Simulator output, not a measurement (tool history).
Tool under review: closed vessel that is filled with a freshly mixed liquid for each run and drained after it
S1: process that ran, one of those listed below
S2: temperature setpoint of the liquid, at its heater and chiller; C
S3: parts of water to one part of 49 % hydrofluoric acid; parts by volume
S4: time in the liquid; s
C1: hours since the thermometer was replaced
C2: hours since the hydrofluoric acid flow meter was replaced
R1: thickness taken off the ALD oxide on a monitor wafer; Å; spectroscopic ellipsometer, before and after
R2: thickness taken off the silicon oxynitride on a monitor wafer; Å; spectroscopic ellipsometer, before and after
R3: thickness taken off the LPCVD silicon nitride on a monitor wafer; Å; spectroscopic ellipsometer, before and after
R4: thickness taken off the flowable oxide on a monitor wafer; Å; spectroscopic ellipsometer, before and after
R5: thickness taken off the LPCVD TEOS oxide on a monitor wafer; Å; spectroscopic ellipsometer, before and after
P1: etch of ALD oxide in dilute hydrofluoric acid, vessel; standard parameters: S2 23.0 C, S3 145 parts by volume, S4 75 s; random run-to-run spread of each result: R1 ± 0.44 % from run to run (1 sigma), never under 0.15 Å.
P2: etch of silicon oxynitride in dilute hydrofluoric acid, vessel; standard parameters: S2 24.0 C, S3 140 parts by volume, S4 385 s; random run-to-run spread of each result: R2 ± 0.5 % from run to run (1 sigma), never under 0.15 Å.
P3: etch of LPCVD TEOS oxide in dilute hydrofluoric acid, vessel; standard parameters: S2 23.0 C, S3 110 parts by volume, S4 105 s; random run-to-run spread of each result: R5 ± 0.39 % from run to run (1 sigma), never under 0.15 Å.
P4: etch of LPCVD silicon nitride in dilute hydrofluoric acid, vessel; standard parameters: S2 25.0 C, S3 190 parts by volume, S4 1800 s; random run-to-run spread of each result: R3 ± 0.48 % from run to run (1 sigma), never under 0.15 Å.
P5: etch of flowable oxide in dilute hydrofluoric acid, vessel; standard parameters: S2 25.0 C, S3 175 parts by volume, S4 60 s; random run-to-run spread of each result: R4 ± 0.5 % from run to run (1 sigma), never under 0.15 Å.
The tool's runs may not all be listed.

{"run": 1, "hour": 6.2, "S1": "P1", "S2": 23.0, "S3": 145, "S4": 75, "C1": 391.2, "C2": 832.8, "R1": 126.5}
{"run": 2, "hour": 15.4, "S1": "P2", "S2": 24.0, "S3": 140, "S4": 665, "C1": 400.4, "C2": 842.0, "R2": 67.288}
{"run": 3, "hour": 20.2, "S1": "P1", "S2": 29.0, "S3": 245, "S4": 75, "C1": 405.2, "C2": 846.8, "R1": 83.352}
{"run": 4, "hour": 27.5, "S1": "P2", "S2": 24.0, "S3": 215, "S4": 385, "C1": 412.5, "C2": 854.1, "R2": 24.154}
{"run": 5, "hour": 31.8, "S1": "P2", "S2": 24.0, "S3": 140, "S4": 385, "C1": 416.8, "C2": 858.4, "R2": 39.303}
{"run": 6, "hour": 37.2, "S1": "P4", "S2": 25.0, "S3": 190, "S4": 360, "C1": 422.2, "C2": 863.8, "R3": 12.374}
{"run": 7, "hour": 41.5, "S1": "P5", "S2": 25.0, "S3": 175, "S4": 60, "C1": 426.5, "C2": 868.1, "R4": 185.29}
{"run": 8, "hour": 47.2, "S1": "P4", "S2": 30.5, "S3": 190, "S4": 1800, "C1": 432.2, "C2": 873.8, "R3": 86.949}
{"run": 9, "hour": 54.0, "S1": "P1", "S2": 27.5, "S3": 145, "S4": 30, "C1": 439.0, "C2": 880.6, "R1": 59.895}
{"run": 10, "hour": 60.9, "S1": "P1", "S2": 23.0, "S3": 145, "S4": 30, "C1": 445.9, "C2": 887.5, "R1": 50.248}
{"run": 11, "hour": 67.8, "S1": "P1", "S2": 23.0, "S3": 145, "S4": 75, "C1": 452.8, "C2": 894.4, "R1": 126.13}
{"run": 12, "hour": 76.6, "S1": "P3", "S2": 23.0, "S3": 110, "S4": 105, "C1": 461.6, "C2": 903.2, "R5": 412.39}
{"run": 13, "hour": 86.0, "S1": "P4", "S2": 25.0, "S3": 190, "S4": 1800, "C1": 471.0, "C2": 912.6, "R3": 62.285}
{"run": 14, "hour": 92.9, "S1": "P1", "S2": 31.0, "S3": 145, "S4": 75, "C1": 477.9, "C2": 919.5, "R1": 170.6}
{"run": 15, "hour": 98.8, "S1": "P1", "S2": 23.0, "S3": 145, "S4": 115, "C1": 483.8, "C2": 925.4, "R1": 193.01}
{"run": 16, "hour": 105.7, "S1": "P1", "S2": 18.0, "S3": 145, "S4": 125, "C1": 490.7, "C2": 932.3, "R1": 173.15}
{"run": 17, "hour": 114.7, "S1": "P5", "S2": 25.0, "S3": 25, "S4": 60, "C1": 499.7, "C2": 941.3, "R4": 1578.7}
{"run": 18, "hour": 124.1, "S1": "P3", "S2": 31.0, "S3": 110, "S4": 105, "C1": 509.1, "C2": 950.7, "R5": 560.42}
{"run": 19, "hour": 131.2, "S1": "P1", "S2": 23.0, "S3": 145, "S4": 75, "C1": 516.2, "C2": 957.8, "R1": 126.79}
{"run": 20, "hour": 139.8, "S1": "P1", "S2": 17.0, "S3": 145, "S4": 75, "C1": 524.8, "C2": 966.4, "R1": 99.141}
{"run": 21, "hour": 149.0, "S1": "P4", "S2": 25.0, "S3": 40, "S4": 1800, "C1": 534.0, "C2": 975.6, "R3": 288.84}
{"run": 22, "hour": 154.6, "S1": "P1", "S2": 23.0, "S3": 145, "S4": 75, "C1": 539.6, "C2": 981.2, "R1": 126.06}
{"run": 23, "hour": 160.3, "S1": "P1", "S2": 23.0, "S3": 80, "S4": 75, "C1": 545.3, "C2": 986.9, "R1": 247.03}
{"run": 24, "hour": 168.9, "S1": "P3", "S2": 23.0, "S3": 55, "S4": 105, "C1": 553.9, "C2": 995.5, "R5": 883.06}
{"run": 25, "hour": 178.4, "S1": "P2", "S2": 31.0, "S3": 140, "S4": 385, "C1": 563.4, "C2": 1005.0, "R2": 53.715}
{"run": 26, "hour": 187.1, "S1": "P1", "S2": 23.0, "S3": 145, "S4": 75, "C1": 572.1, "C2": 1013.7, "R1": 126.83}
{"run": 27, "hour": 195.3, "S1": "P3", "S2": 23.0, "S3": 110, "S4": 105, "C1": 580.3, "C2": 1021.9, "R5": 411.71}
{"run": 28, "hour": 204.7, "S1": "P4", "S2": 25.0, "S3": 190, "S4": 1800, "C1": 589.7, "C2": 1031.3, "R3": 62.068}
{"run": 29, "hour": 209.6, "S1": "P1", "S2": 23.0, "S3": 145, "S4": 75, "C1": 594.6, "C2": 1036.2, "R1": 125.75}

Estimate the outcome of run 30 from the log above:
{"run": 30, "hour": 217.6, "S1": "P5", "S2": 20.0, "S3": 175, "S4": 60, "C1": 602.6, "C2": 1044.2, "R4": "?"}

{"run 30": {"R4": 154.57}}

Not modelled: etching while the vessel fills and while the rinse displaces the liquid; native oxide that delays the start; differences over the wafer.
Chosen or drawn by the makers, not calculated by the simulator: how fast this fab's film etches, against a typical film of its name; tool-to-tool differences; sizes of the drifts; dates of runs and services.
